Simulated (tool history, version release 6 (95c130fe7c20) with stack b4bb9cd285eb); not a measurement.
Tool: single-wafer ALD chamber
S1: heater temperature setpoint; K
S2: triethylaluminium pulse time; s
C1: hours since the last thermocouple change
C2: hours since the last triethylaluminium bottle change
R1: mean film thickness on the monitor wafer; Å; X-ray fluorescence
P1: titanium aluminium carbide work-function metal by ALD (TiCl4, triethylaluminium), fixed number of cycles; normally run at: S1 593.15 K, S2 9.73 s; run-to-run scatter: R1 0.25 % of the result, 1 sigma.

run   hour      S1     S2      C1     C2      R1
  1    9.3  593.15   9.73  1377.9  202.8  21.463
  2   16.5  571.15   9.73  1385.1  210.0  19.647
  3   23.5  582.15  12.23  1392.1  217.0  20.989
  4   39.0  593.15   9.73  1407.6  232.5  21.549
  5   52.5  593.15   9.73  1421.1  246.0  21.459
  6   60.6  572.15   6.50  1429.2  254.1  18.253
  7   75.8  593.15   5.17  1444.4  269.3  18.509
  8   91.2  593.15   9.73  1459.8  284.7  21.510
  9  104.5  593.15   9.73  1473.1  298.0  21.531
 10  119.1  593.15  13.69  1487.7  312.6  22.183
 11  133.1  593.15   9.73  1501.7  326.6  21.468
 12  148.3  593.15   9.73  1516.9  341.8  21.553
 13  156.2  617.15   9.73  1524.8  349.7  23.547
 14  164.6  578.15  13.60  1533.2  358.1  20.753
 15  172.9  593.15   9.73  1541.5  366.4  21.447
 16  180.7  593.15   9.73  1549.3  374.2  21.396
 17  190.9  593.15   9.73  1559.5  384.4  21.266
 18  199.2  593.15   9.73  1567.8  392.7  21.236
 19  207.0  593.15   9.73  1575.6  400.5  21.158
 20  215.3  593.15   9.73  1583.9  408.8  21.110
 21  228.4  593.15   9.73  1597.0  421.9  21.022
 22  238.9  593.15   9.73  1607.5  432.4  21.169
 23  252.5  593.15   9.73  1621.1  446.0  21.134

What P1 gives has crept away from where it was. These 2 causes fit the log equally well, each at the size given:
A: wafer temperature below the value expected at the setpoint (K) = 4.88
B: triethylaluminium dose below that of a fresh bottle (%) = 13
The creep began at about hour 172.9.

4 check runs are offered, one wafer each, their results left as question marks. Which one tells the causes apart?
check 1  266.1  614.15  9.73           ?
check 2  266.1  616.15  6.39           ?
check 3  266.1  573.15  9.73           ?
check 4  266.1  609.15  9.73           ?

What each check would give under each cause:
  check  result    if A    if B
check 1      R1  22.908  22.876
check 2      R1  21.277  20.782
check 3      R1  19.345  19.373
check 4      R1  22.468  22.444
How far apart the two closest causes lie, in the result that separates them most: check 1 0.14 %; check 2 2.36 %; check 3 0.14 %; check 4 0.11 %
Check 2 tells the causes apart: in the others they would give nearly the same result.

Check 2 was then run and gave: R1 21.276 Å. Which cause is it?

It is A: wafer temperature below the value expected at the setpoint (K).

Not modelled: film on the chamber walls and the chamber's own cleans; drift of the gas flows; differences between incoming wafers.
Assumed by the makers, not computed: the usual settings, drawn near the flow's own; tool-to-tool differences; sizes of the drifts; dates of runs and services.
